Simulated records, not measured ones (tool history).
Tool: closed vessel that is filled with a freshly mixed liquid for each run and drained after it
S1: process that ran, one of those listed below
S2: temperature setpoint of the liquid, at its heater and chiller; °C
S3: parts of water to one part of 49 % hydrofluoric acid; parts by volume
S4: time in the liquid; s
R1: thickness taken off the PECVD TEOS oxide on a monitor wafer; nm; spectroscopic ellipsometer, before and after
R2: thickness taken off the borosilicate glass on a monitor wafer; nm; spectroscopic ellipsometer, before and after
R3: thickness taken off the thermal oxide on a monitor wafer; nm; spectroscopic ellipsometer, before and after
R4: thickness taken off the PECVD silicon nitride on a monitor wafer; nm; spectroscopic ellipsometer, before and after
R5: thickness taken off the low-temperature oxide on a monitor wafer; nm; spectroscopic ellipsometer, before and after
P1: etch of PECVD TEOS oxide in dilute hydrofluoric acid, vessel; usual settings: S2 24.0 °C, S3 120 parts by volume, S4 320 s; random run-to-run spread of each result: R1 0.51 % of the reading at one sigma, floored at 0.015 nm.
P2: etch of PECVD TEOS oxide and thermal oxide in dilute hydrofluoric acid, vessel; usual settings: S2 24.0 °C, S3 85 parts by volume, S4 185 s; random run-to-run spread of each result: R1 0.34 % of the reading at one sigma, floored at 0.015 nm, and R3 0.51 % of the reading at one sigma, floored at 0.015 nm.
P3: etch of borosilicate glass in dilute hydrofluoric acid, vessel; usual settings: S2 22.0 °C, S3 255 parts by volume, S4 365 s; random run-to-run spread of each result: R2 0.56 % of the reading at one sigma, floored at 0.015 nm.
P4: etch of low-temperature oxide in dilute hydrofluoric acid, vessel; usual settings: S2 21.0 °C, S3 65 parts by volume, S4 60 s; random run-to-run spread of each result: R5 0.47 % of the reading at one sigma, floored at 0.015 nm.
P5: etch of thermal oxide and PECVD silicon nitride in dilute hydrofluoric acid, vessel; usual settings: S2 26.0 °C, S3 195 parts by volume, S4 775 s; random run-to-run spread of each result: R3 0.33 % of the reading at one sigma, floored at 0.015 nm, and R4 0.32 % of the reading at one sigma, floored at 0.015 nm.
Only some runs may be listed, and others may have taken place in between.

| run | day | S1 | S2 | S3 | S4 | R1 | R2 | R3 | R4 | R5 |
|---|---|---|---|---|---|---|---|---|---|---|
| 1 | 0.454 | P1 | 24.0 | 120 | 320 | 47.5560 |  |  |  |  |
| 2 | 0.829 | P1 | 24.0 | 120 | 320 | 47.5660 |  |  |  |  |
| 3 | 1.117 | P1 | 24.0 | 120 | 320 | 47.5090 |  |  |  |  |
| 4 | 1.346 | P1 | 24.0 | 120 | 55 | 8.2087 |  |  |  |  |
| 5 | 1.746 | P3 | 22.0 | 255 | 590 |  | 53.008 |  |  |  |
| 6 | 2.075 | P3 | 22.0 | 60 | 365 |  | 170.010 |  |  |  |
| 7 | 2.338 | P1 | 19.5 | 205 | 320 | 21.5670 |  |  |  |  |
| 8 | 2.608 | P1 | 24.0 | 120 | 320 | 47.9760 |  |  |  |  |
| 9 | 2.892 | P5 | 26.0 | 195 | 775 |  |  | 17.179 | 21.401 |  |
| 10 | 3.367 | P5 | 26.0 | 270 | 775 |  |  | 11.497 | 15.410 |  |
| 11 | 3.783 | P4 | 21.0 | 65 | 30 |  |  |  |  | 6.7981 |
| 12 | 4.121 | P2 | 24.0 | 25 | 185 | 96.8260 |  | 38.502 |  |  |
| 13 | 4.504 | P1 | 19.0 | 120 | 320 | 39.6530 |  |  |  |  |
| 14 | 4.900 | P2 | 32.5 | 85 | 185 | 36.3830 |  | 14.522 |  |  |
| 15 | 5.167 | P1 | 24.0 | 35 | 320 | 181.9800 |  |  |  |  |
| 16 | 5.412 | P4 | 17.0 | 65 | 60 |  |  |  |  | 11.4850 |
| 17 | 5.758 | P2 | 24.0 | 85 | 305 | 43.3330 |  | 17.239 |  |  |
| 18 | 6.133 | P1 | 28.5 | 120 | 320 | 56.7490 |  |  |  |  |
| 19 | 6.362 | P1 | 24.0 | 120 | 595 | 88.7130 |  |  |  |  |
| 20 | 6.692 | P2 | 24.0 | 85 | 185 | 26.2880 |  | 10.494 |  |  |
|  | 6.758 | thermometer replaced |
| 21 | 6.992 | P3 | 22.0 | 255 | 365 |  | 32.608 |  |  |  |
| 22 | 7.383 | P1 | 18.0 | 80 | 320 | 58.8130 |  |  |  |  |
| 23 | 7.642 | P3 | 17.0 | 255 | 365 |  | 27.109 |  |  |  |

Run 24 has not been measured yet. What should we expect?
| 24 | 7.971 | P4 | 21.0 | 65 | 60 |  |  |  |  | ? |

R5: 13.7220 nm
